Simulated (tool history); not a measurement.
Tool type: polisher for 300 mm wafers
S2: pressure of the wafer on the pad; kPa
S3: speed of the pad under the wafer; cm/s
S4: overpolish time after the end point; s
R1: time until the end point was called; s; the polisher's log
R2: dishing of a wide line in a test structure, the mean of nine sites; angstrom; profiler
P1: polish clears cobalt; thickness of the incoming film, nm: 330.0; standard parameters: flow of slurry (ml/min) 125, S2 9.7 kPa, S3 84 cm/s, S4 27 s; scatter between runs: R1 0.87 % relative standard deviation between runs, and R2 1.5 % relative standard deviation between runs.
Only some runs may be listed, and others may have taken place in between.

{"run": 1, "hour": 5.4, "flow of slurry (ml/min)": 125, "S2": 9.7, "S3": 84, "S4": 27, "R1": 128.71, "R2": 437.46}
{"run": 2, "hour": 9.4, "flow of slurry (ml/min)": 125, "S2": 4.1, "S3": 84, "S4": 27, "R1": 298.64, "R2": 245.71}
{"run": 3, "hour": 16.1, "flow of slurry (ml/min)": 125, "S2": 9.7, "S3": 84, "S4": 27, "R1": 128.46, "R2": 432.38}
{"run": 4, "hour": 19.8, "flow of slurry (ml/min)": 125, "S2": 9.7, "S3": 84, "S4": 27, "R1": 127.41, "R2": 433.16}
{"run": 5, "hour": 26.7, "flow of slurry (ml/min)": 125, "S2": 13.1, "S3": 84, "S4": 27, "R1": 96.056, "R2": 515.96}
{"run": 6, "hour": 30.4, "flow of slurry (ml/min)": 125, "S2": 9.7, "S3": 124, "S4": 27, "R1": 87.103, "R2": 517.27}
{"run": 7, "hour": 35.3, "flow of slurry (ml/min)": 125, "S2": 9.7, "S3": 84, "S4": 27, "R1": 128.72, "R2": 442.92}
{"run": 8, "hour": 40.8, "flow of slurry (ml/min)": 75, "S2": 9.7, "S3": 84, "S4": 27, "R1": 147.74, "R2": 405.85}
{"run": 9, "hour": 46.7, "flow of slurry (ml/min)": 125, "S2": 9.7, "S3": 84, "S4": 8, "R1": 128.79, "R2": 182.34}
{"run": 10, "hour": 51.8, "flow of slurry (ml/min)": 125, "S2": 9.7, "S3": 84, "S4": 27, "R1": 128.72, "R2": 426.36}
{"run": 11, "hour": 55.1, "flow of slurry (ml/min)": 125, "S2": 9.7, "S3": 84, "S4": 27, "R1": 128.53, "R2": 442.28}
{"run": 12, "hour": 61.3, "flow of slurry (ml/min)": 165, "S2": 9.7, "S3": 84, "S4": 27, "R1": 123.86, "R2": 440.79}
{"run": 13, "hour": 66.6, "flow of slurry (ml/min)": 125, "S2": 9.7, "S3": 84, "S4": 27, "R1": 126.55, "R2": 429.45}
{"run": 14, "hour": 70.1, "flow of slurry (ml/min)": 180, "S2": 13.8, "S3": 84, "S4": 27, "R1": 84.018, "R2": 536.28}
{"run": 15, "hour": 76.1, "flow of slurry (ml/min)": 125, "S2": 9.7, "S3": 84, "S4": 39, "R1": 126.16, "R2": 538.35}
{"run": 16, "hour": 82.3, "flow of slurry (ml/min)": 125, "S2": 9.7, "S3": 38, "S4": 27, "R1": 280.98, "R2": 257.78}

Expected results for the next run?
{"run": 17, "hour": 88.2, "flow of slurry (ml/min)": 165, "S2": 9.7, "S3": 40, "S4": 27, "R1": "?", "R2": "?"}

{"run 17": {"R1": 257.67, "R2": 276.77}}
